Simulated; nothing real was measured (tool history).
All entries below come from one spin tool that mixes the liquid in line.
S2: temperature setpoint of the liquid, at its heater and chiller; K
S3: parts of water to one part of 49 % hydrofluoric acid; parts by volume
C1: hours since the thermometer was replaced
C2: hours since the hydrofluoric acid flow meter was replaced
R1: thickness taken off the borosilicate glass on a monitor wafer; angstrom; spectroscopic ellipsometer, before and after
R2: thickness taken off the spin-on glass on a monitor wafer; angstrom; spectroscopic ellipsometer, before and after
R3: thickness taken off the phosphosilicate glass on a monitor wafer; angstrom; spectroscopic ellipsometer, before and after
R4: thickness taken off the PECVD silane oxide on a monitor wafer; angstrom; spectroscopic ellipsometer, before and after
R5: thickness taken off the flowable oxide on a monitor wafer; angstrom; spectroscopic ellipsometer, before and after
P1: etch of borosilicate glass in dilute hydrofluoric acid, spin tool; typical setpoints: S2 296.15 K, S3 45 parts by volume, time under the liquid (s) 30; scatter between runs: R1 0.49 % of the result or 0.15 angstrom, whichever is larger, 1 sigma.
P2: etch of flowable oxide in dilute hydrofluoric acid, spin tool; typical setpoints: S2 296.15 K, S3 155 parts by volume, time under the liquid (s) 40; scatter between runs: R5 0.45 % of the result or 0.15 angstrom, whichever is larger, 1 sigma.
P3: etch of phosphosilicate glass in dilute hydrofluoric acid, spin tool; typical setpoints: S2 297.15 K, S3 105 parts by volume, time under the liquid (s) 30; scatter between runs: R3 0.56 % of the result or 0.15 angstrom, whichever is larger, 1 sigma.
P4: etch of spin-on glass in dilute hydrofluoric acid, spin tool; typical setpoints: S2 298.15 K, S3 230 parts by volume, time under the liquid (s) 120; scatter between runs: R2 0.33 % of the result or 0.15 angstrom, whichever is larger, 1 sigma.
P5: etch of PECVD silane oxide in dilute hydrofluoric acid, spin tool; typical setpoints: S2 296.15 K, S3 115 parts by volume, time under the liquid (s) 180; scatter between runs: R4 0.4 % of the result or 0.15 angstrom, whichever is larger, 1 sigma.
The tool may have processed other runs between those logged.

Run 1, day 0.475: process that ran P1, S2 296.15 K, S3 45 parts by volume, time under the liquid (s) 30; C1 1023.1; C2 96.4. Result: R1 219.95 angstrom.
Run 2, day 0.867: process that ran P4, S2 298.15 K, S3 230 parts by volume, time under the liquid (s) 120; C1 1032.5; C2 105.8. Result: R2 204.47 angstrom.
Run 3, day 1.188: process that ran P1, S2 296.15 K, S3 45 parts by volume, time under the liquid (s) 30; C1 1040.2; C2 113.5. Result: R1 222.51 angstrom.
Run 4, day 1.496: process that ran P1, S2 296.15 K, S3 45 parts by volume, time under the liquid (s) 45; C1 1047.6; C2 120.9. Result: R1 329.89 angstrom.
Run 5, day 1.871: process that ran P1, S2 296.15 K, S3 20 parts by volume, time under the liquid (s) 30; C1 1056.6; C2 129.9. Result: R1 510.86 angstrom.
Run 6, day 2.258: process that ran P3, S2 297.15 K, S3 105 parts by volume, time under the liquid (s) 50; C1 1065.9; C2 139.2. Result: R3 608.8 angstrom.
Run 7, day 2.646: process that ran P1, S2 303.15 K, S3 45 parts by volume, time under the liquid (s) 30; C1 1075.2; C2 148.5. Result: R1 292.13 angstrom.
Run 8, day 2.9: process that ran P5, S2 296.15 K, S3 195 parts by volume, time under the liquid (s) 180; C1 1081.3; C2 154.6. Result: R4 120.05 angstrom.
Run 9, day 3.212: process that ran P5, S2 296.15 K, S3 115 parts by volume, time under the liquid (s) 180; C1 1088.8; C2 162.1. Result: R4 222.17 angstrom.
Run 10, day 3.567: process that ran P3, S2 297.15 K, S3 105 parts by volume, time under the liquid (s) 30; C1 1097.3; C2 170.6. Result: R3 363.74 angstrom.
Run 11, day 3.829: process that ran P1, S2 296.15 K, S3 45 parts by volume, time under the liquid (s) 30; C1 1103.6; C2 176.9. Result: R1 223.49 angstrom.
Run 12, day 4.238: process that ran P4, S2 298.15 K, S3 230 parts by volume, time under the liquid (s) 230; C1 1113.4; C2 186.7. Result: R2 396.81 angstrom.
Run 13, day 4.554: process that ran P3, S2 290.15 K, S3 105 parts by volume, time under the liquid (s) 30; C1 1121; C2 194.3. Result: R3 272.98 angstrom.
Run 14, day 5.038: process that ran P1, S2 291.15 K, S3 45 parts by volume, time under the liquid (s) 50; C1 1132.6; C2 205.9. Result: R1 298.54 angstrom.
Run 15, day 5.312: process that ran P2, S2 296.15 K, S3 155 parts by volume, time under the liquid (s) 40; C1 1139.2; C2 212.5. Result: R5 69.703 angstrom.
Run 16, day 5.617: process that ran P1, S2 296.15 K, S3 65 parts by volume, time under the liquid (s) 30; C1 1146.5; C2 219.8. Result: R1 148.81 angstrom.
Run 17, day 6.033: process that ran P5, S2 296.15 K, S3 115 parts by volume, time under the liquid (s) 290; C1 1156.5; C2 229.8. Result: R4 356.05 angstrom.
Run 18, day 6.338: process that ran P2, S2 296.15 K, S3 155 parts by volume, time under the liquid (s) 15; C1 1163.8; C2 237.1. Result: R5 25.948 angstrom.
Run 19, day 6.821: process that ran P4, S2 298.15 K, S3 415 parts by volume, time under the liquid (s) 120; C1 1175.4; C2 248.7. Result: R2 95.162 angstrom.
Run 20, day 7.329: process that ran P1, S2 296.15 K, S3 45 parts by volume, time under the liquid (s) 15; C1 1187.6; C2 260.9. Result: R1 110.52 angstrom.
Run 21, day 7.621: process that ran P5, S2 290.15 K, S3 115 parts by volume, time under the liquid (s) 180; C1 1194.6; C2 267.9. Result: R4 173.73 angstrom.
Run 22, day 8.129: process that ran P2, S2 296.15 K, S3 275 parts by volume, time under the liquid (s) 40; C1 1206.8; C2 280.1. Result: R5 34.397 angstrom.
Run 23, day 8.45: process that ran P1, S2 296.15 K, S3 45 parts by volume, time under the liquid (s) 30; C1 1214.5; C2 287.8. Result: R1 219.52 angstrom.
Run 24, day 8.921: process that ran P2, S2 290.15 K, S3 155 parts by volume, time under the liquid (s) 40; C1 1225.8; C2 299.1. Result: R5 54.989 angstrom.
Run 25, day 9.288: process that ran P3, S2 297.15 K, S3 35 parts by volume, time under the liquid (s) 30; C1 1234.6; C2 307.9. Result: R3 1203.2 angstrom.
Run 26, day 9.679: process that ran P2, S2 296.15 K, S3 155 parts by volume, time under the liquid (s) 40; C1 1244; C2 317.3. Result: R5 69.22 angstrom.
Run 27, day 10.204: process that ran P4, S2 301.65 K, S3 230 parts by volume, time under the liquid (s) 120; C1 1256.6; C2 329.9. Result: R2 232.8 angstrom.
Run 28, day 10.692: process that ran P1, S2 290.15 K, S3 45 parts by volume, time under the liquid (s) 30; C1 1268.3; C2 341.6. Result: R1 170.4 angstrom.
Run 29, day 11.179: process that ran P1, S2 296.15 K, S3 45 parts by volume, time under the liquid (s) 30; C1 1280; C2 353.3. Result: R1 221.04 angstrom.
Run 30, day 11.725: process that ran P5, S2 296.15 K, S3 115 parts by volume, time under the liquid (s) 180; C1 1293.1; C2 366.4. Result: R4 221.77 angstrom.
Run 31, day 12.275: process that ran P1, S2 296.15 K, S3 45 parts by volume, time under the liquid (s) 30; C1 1306.3; C2 379.6. Result: R1 220.4 angstrom.
Run 32, day 12.579: process that ran P1, S2 296.15 K, S3 45 parts by volume, time under the liquid (s) 30; C1 1313.6; C2 386.9. Result: R1 227.31 angstrom.
Run 33, day 12.879: process that ran P1, S2 296.15 K, S3 45 parts by volume, time under the liquid (s) 30; C1 1320.8; C2 394.1. Result: R1 234.03 angstrom.
Run 34, day 13.196: process that ran P1, S2 296.15 K, S3 45 parts by volume, time under the liquid (s) 30; C1 1328.4; C2 401.7. Result: R1 236.45 angstrom.
Run 35, day 13.446: process that ran P1, S2 296.15 K, S3 45 parts by volume, time under the liquid (s) 30; C1 1334.4; C2 407.7. Result: R1 238.32 angstrom.
Run 36, day 13.862: process that ran P1, S2 296.15 K, S3 45 parts by volume, time under the liquid (s) 30; C1 1344.4; C2 417.7. Result: R1 240.39 angstrom.
Run 37, day 14.121: process that ran P1, S2 296.15 K, S3 45 parts by volume, time under the liquid (s) 30; C1 1350.6; C2 423.9. Result: R1 241.4 angstrom.
Run 38, day 14.396: process that ran P1, S2 296.15 K, S3 45 parts by volume, time under the liquid (s) 30; C1 1357.2; C2 430.5. Result: R1 243.74 angstrom.
Run 39, day 14.942: process that ran P1, S2 296.15 K, S3 45 parts by volume, time under the liquid (s) 30; C1 1370.3; C2 443.6. Result: R1 242.37 angstrom.
Run 40, day 15.442: process that ran P1, S2 296.15 K, S3 45 parts by volume, time under the liquid (s) 30; C1 1382.3; C2 455.6. Result: R1 241.83 angstrom.

The output of P1 has drifted from where it used to be. Each of the 2 causes below, taken at the size shown beside it, accounts for the log equally well:
A: liquid hotter than its thermometer reads (K) = 2.33
B: hydrofluoric acid flow above the setpoint (%) = 9.53
The onset of the drift is placed at about day 12.275.

Question marks stand in for the results of the 4 check runs listed below, each run on one wafer. Under which run would the listed causes show clearly different results?
Run check 1, day 15.942: process that ran P5, S2 290.15 K, S3 115 parts by volume, time under the liquid (s) 255. Result: R4 ?.
Run check 2, day 15.942: process that ran P2, S2 290.15 K, S3 155 parts by volume, time under the liquid (s) 15. Result: R5 ?.
Run check 3, day 15.942: process that ran P4, S2 298.15 K, S3 355 parts by volume, time under the liquid (s) 230. Result: R2 ?.
Run check 4, day 15.942: process that ran P3, S2 290.15 K, S3 105 parts by volume, time under the liquid (s) 30. Result: R3 ?.

How each check would come out, cause by cause:
  check  result    if A    if B
check 1      R4  270.67     272
check 2      R5  22.497  22.723
check 3      R2  243.41  254.47
check 4      R3  301.47  302.55
Per check, the gap between the least separated pair of causes, taken in the result that splits them most: check 1 0.49 %; check 2 1 %; check 3 4.45 %; check 4 0.36 %
The other checks would show nearly matching results whichever cause is true, so check 3 is the only one that separates the causes.

Then check 3 was run and gave: R2 242.69 angstrom. Which cause is it?

Of the candidate causes, it is A: liquid hotter than its thermometer reads (K).
